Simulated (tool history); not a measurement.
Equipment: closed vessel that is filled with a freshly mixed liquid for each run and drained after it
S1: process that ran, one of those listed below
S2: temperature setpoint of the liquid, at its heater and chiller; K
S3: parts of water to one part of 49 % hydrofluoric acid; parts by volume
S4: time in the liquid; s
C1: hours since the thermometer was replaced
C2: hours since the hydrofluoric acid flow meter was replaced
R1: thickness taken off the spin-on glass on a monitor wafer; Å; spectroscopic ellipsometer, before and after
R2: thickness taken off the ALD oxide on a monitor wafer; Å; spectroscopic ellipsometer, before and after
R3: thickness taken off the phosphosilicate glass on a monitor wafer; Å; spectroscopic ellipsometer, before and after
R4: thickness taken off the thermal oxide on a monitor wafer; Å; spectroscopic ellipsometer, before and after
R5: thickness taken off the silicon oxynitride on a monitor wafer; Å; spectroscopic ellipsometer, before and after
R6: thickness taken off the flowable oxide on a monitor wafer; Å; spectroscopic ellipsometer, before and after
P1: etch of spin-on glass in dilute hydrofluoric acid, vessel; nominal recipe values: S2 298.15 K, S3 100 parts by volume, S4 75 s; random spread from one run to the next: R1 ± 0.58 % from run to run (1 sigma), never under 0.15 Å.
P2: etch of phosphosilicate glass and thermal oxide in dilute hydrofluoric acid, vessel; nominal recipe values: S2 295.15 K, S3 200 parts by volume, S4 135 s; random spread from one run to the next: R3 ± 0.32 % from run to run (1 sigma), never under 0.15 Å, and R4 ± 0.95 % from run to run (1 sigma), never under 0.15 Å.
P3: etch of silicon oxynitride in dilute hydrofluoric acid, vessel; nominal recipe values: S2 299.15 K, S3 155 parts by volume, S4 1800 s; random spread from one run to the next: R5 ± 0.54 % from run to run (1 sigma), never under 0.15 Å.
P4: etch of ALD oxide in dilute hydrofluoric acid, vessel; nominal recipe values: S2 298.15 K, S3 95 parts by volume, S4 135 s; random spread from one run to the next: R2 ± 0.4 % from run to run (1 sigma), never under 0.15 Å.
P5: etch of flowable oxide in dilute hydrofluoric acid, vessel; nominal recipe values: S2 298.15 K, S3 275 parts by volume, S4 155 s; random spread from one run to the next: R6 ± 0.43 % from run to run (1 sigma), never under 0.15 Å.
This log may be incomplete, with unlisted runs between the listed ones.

{"run": 1, "hour": 13.4, "S1": "P1", "S2": 298.15, "S3": 100, "S4": 75, "C1": 1815.4, "C2": 368.6, "R1": 385.01}
{"run": 2, "hour": 22.9, "S1": "P4", "S2": 298.15, "S3": 95, "S4": 35, "C1": 1824.9, "C2": 378.1, "R2": 92.75}
{"run": 3, "hour": 36.8, "S1": "P1", "S2": 298.15, "S3": 40, "S4": 75, "C1": 1838.8, "C2": 392.0, "R1": 1039.9}
{"run": 4, "hour": 52.1, "S1": "P1", "S2": 298.15, "S3": 100, "S4": 75, "C1": 1854.1, "C2": 407.3, "R1": 384.15}
{"run": 5, "hour": 64.5, "S1": "P2", "S2": 295.15, "S3": 80, "S4": 135, "C1": 1866.5, "C2": 419.7, "R3": 1490.7, "R4": 72.892}
{"run": 6, "hour": 77.1, "S1": "P1", "S2": 305.15, "S3": 100, "S4": 75, "C1": 1879.1, "C2": 432.3, "R1": 502.69}
{"run": 7, "hour": 85.3, "S1": "P1", "S2": 298.15, "S3": 100, "S4": 130, "C1": 1887.3, "C2": 440.5, "R1": 662.94}
{"run": 8, "hour": 97.9, "S1": "P3", "S2": 299.15, "S3": 155, "S4": 1800, "C1": 1899.9, "C2": 453.1, "R5": 345.38}
{"run": 9, "hour": 112.3, "S1": "P3", "S2": 305.65, "S3": 155, "S4": 1800, "C1": 1914.3, "C2": 467.5, "R5": 457.32}
{"run": 10, "hour": 124.8, "S1": "P1", "S2": 298.15, "S3": 165, "S4": 75, "C1": 1926.8, "C2": 480.0, "R1": 213.96}
{"run": 11, "hour": 139.5, "S1": "P1", "S2": 298.15, "S3": 100, "S4": 75, "C1": 1941.5, "C2": 494.7, "R1": 385.13}
{"run": 12, "hour": 148.8, "S1": "P5", "S2": 290.65, "S3": 275, "S4": 155, "C1": 1950.8, "C2": 504.0, "R6": 84.223}
{"run": 13, "hour": 164.7, "S1": "P3", "S2": 299.15, "S3": 155, "S4": 1800, "C1": 1966.7, "C2": 519.9, "R5": 341.96}
{"run": 14, "hour": 177.4, "S1": "P1", "S2": 292.15, "S3": 100, "S4": 75, "C1": 1979.4, "C2": 532.6, "R1": 300.08}
{"run": 15, "hour": 185.4, "S1": "P1", "S2": 298.15, "S3": 100, "S4": 75, "C1": 1987.4, "C2": 540.6, "R1": 380.37}
{"run": 16, "hour": 200.7, "S1": "P4", "S2": 298.15, "S3": 165, "S4": 135, "C1": 2002.7, "C2": 555.9, "R2": 189.64}
{"run": 17, "hour": 210.0, "S1": "P5", "S2": 298.15, "S3": 475, "S4": 155, "C1": 2012.0, "C2": 565.2, "R6": 53.481}
{"run": 18, "hour": 226.0, "S1": "P2", "S2": 299.15, "S3": 200, "S4": 135, "C1": 2028.0, "C2": 581.2, "R3": 606.17, "R4": 30.092}
{"run": 19, "hour": 239.5, "S1": "P1", "S2": 298.15, "S3": 30, "S4": 35, "C1": 2041.5, "C2": 594.7, "R1": 657.52}
{"run": 20, "hour": 253.3, "S1": "P5", "S2": 298.15, "S3": 275, "S4": 155, "C1": 2055.3, "C2": 608.5, "R6": 110.31}
{"run": 21, "hour": 265.7, "S1": "P4", "S2": 298.15, "S3": 95, "S4": 135, "C1": 2067.7, "C2": 620.9, "R2": 359.25}
{"run": 22, "hour": 276.1, "S1": "P2", "S2": 295.15, "S3": 200, "S4": 240, "C1": 2078.1, "C2": 631.3, "R3": 927.63, "R4": 46.725}
{"run": 23, "hour": 292.0, "S1": "P1", "S2": 298.15, "S3": 100, "S4": 75, "C1": 2094.0, "C2": 647.2, "R1": 384.13}
{"run": 24, "hour": 302.6, "S1": "P5", "S2": 298.15, "S3": 275, "S4": 155, "C1": 2104.6, "C2": 657.8, "R6": 111.24}
{"run": 25, "hour": 313.6, "S1": "P3", "S2": 299.15, "S3": 155, "S4": 445, "C1": 2115.6, "C2": 668.8, "R5": 84.545}
{"run": 26, "hour": 325.7, "S1": "P1", "S2": 290.65, "S3": 145, "S4": 75, "C1": 2127.7, "C2": 680.9, "R1": 184.98}
{"run": 27, "hour": 333.6, "S1": "P1", "S2": 298.15, "S3": 100, "S4": 40, "C1": 2135.6, "C2": 688.8, "R1": 203.7}
{"run": 28, "hour": 342.7, "S1": "P4", "S2": 291.15, "S3": 95, "S4": 135, "C1": 2144.7, "C2": 697.9, "R2": 270.99}
{"run": 29, "hour": 356.9, "S1": "P5", "S2": 298.15, "S3": 275, "S4": 300, "C1": 2158.9, "C2": 712.1, "R6": 215.05}
{"run": 30, "hour": 372.2, "S1": "P2", "S2": 295.15, "S3": 200, "S4": 135, "C1": 2174.2, "C2": 727.4, "R3": 521.64, "R4": 25.649}
{"run": 31, "hour": 379.9, "S1": "P4", "S2": 298.15, "S3": 95, "S4": 135, "C1": 2181.9, "C2": 735.1, "R2": 360.01}
{"run": 32, "hour": 393.5, "S1": "P3", "S2": 299.15, "S3": 285, "S4": 1800, "C1": 2195.5, "C2": 748.7, "R5": 168.53}
{"run": 33, "hour": 403.6, "S1": "P1", "S2": 298.15, "S3": 100, "S4": 75, "C1": 2205.6, "C2": 758.8, "R1": 382.02}
{"run": 34, "hour": 416.4, "S1": "P1", "S2": 298.15, "S3": 100, "S4": 75, "C1": 2218.4, "C2": 771.6, "R1": 383.35}
{"run": 35, "hour": 426.7, "S1": "P1", "S2": 298.15, "S3": 100, "S4": 75, "C1": 2228.7, "C2": 781.9, "R1": 376.63}
{"run": 36, "hour": 441.6, "S1": "P1", "S2": 298.15, "S3": 100, "S4": 75, "C1": 2243.6, "C2": 796.8, "R1": 361.99}
{"run": 37, "hour": 454.9, "S1": "P1", "S2": 298.15, "S3": 100, "S4": 75, "C1": 2256.9, "C2": 810.1, "R1": 359.86}
{"run": 38, "hour": 470.8, "S1": "P1", "S2": 298.15, "S3": 100, "S4": 75, "C1": 2272.8, "C2": 826.0, "R1": 360.14}
{"run": 39, "hour": 486.3, "S1": "P1", "S2": 298.15, "S3": 100, "S4": 75, "C1": 2288.3, "C2": 841.5, "R1": 359.48}
{"run": 40, "hour": 500.0, "S1": "P1", "S2": 298.15, "S3": 100, "S4": 75, "C1": 2302.0, "C2": 855.2, "R1": 355.9}
{"run": 41, "hour": 509.7, "S1": "P1", "S2": 298.15, "S3": 100, "S4": 75, "C1": 2311.7, "C2": 864.9, "R1": 356.92}
{"run": 42, "hour": 524.1, "S1": "P1", "S2": 298.15, "S3": 100, "S4": 75, "C1": 2326.1, "C2": 879.3, "R1": 355.63}
{"run": 43, "hour": 534.2, "S1": "P1", "S2": 298.15, "S3": 100, "S4": 75, "C1": 2336.2, "C2": 889.4, "R1": 357.63}
{"run": 44, "hour": 543.8, "S1": "P1", "S2": 298.15, "S3": 100, "S4": 75, "C1": 2345.8, "C2": 899.0, "R1": 354.77}

The output of P1 has drifted from where it used to be. Each of the 2 causes below, taken at the size shown beside it, accounts for the log equally well:
A: hydrofluoric acid flow below the setpoint (%) = 6.66
B: liquid colder than its thermometer reads (K) = 1.97
The process output started creeping at around hour 416.4.

Which of the check runs below tells the causes apart, meaning the causes would give it clearly different results? Each run uses 2 wafers whose results are averaged, and each result is shown as a question mark.
{"run": "check 1", "hour": 553.4, "S1": "P2", "S2": 295.15, "S3": 135, "S4": 135, "R3": "?", "R4": "?"}
{"run": "check 2", "hour": 553.4, "S1": "P5", "S2": 298.15, "S3": 425, "S4": 240, "R6": "?"}
{"run": "check 3", "hour": 553.4, "S1": "P3", "S2": 303.65, "S3": 155, "S4": 495, "R5": "?"}
{"run": "check 4", "hour": 553.4, "S1": "P4", "S2": 293.65, "S3": 150, "S4": 135, "R2": "?"}

If the cause were each of the candidates in turn, the checks would give the following:
check=check_1 result=R3 if_A=766.18 if_B=767.10
check=check_1 result=R4 if_A=37.836 if_B=37.881
check=check_2 result=R6 if_A=87.518 if_B=90.352
check=check_3 result=R5 if_A=106.270 if_B=105.650
check=check_4 result=R2 if_A=164.57 if_B=164.78
Minimum pairwise separation of causes per check, each pair taken at its best-separating result: check 1 0.12 %; check 2 3.19 %; check 3 0.58 %; check 4 0.13 %
Check 2 distinguishes between the causes, while the remaining checks would return nearly the same result for all of them.

Check 2 has now been run. It gave: R6 87.229 Å. Which of the candidate causes is it?

It was cause A: hydrofluoric acid flow below the setpoint (%).
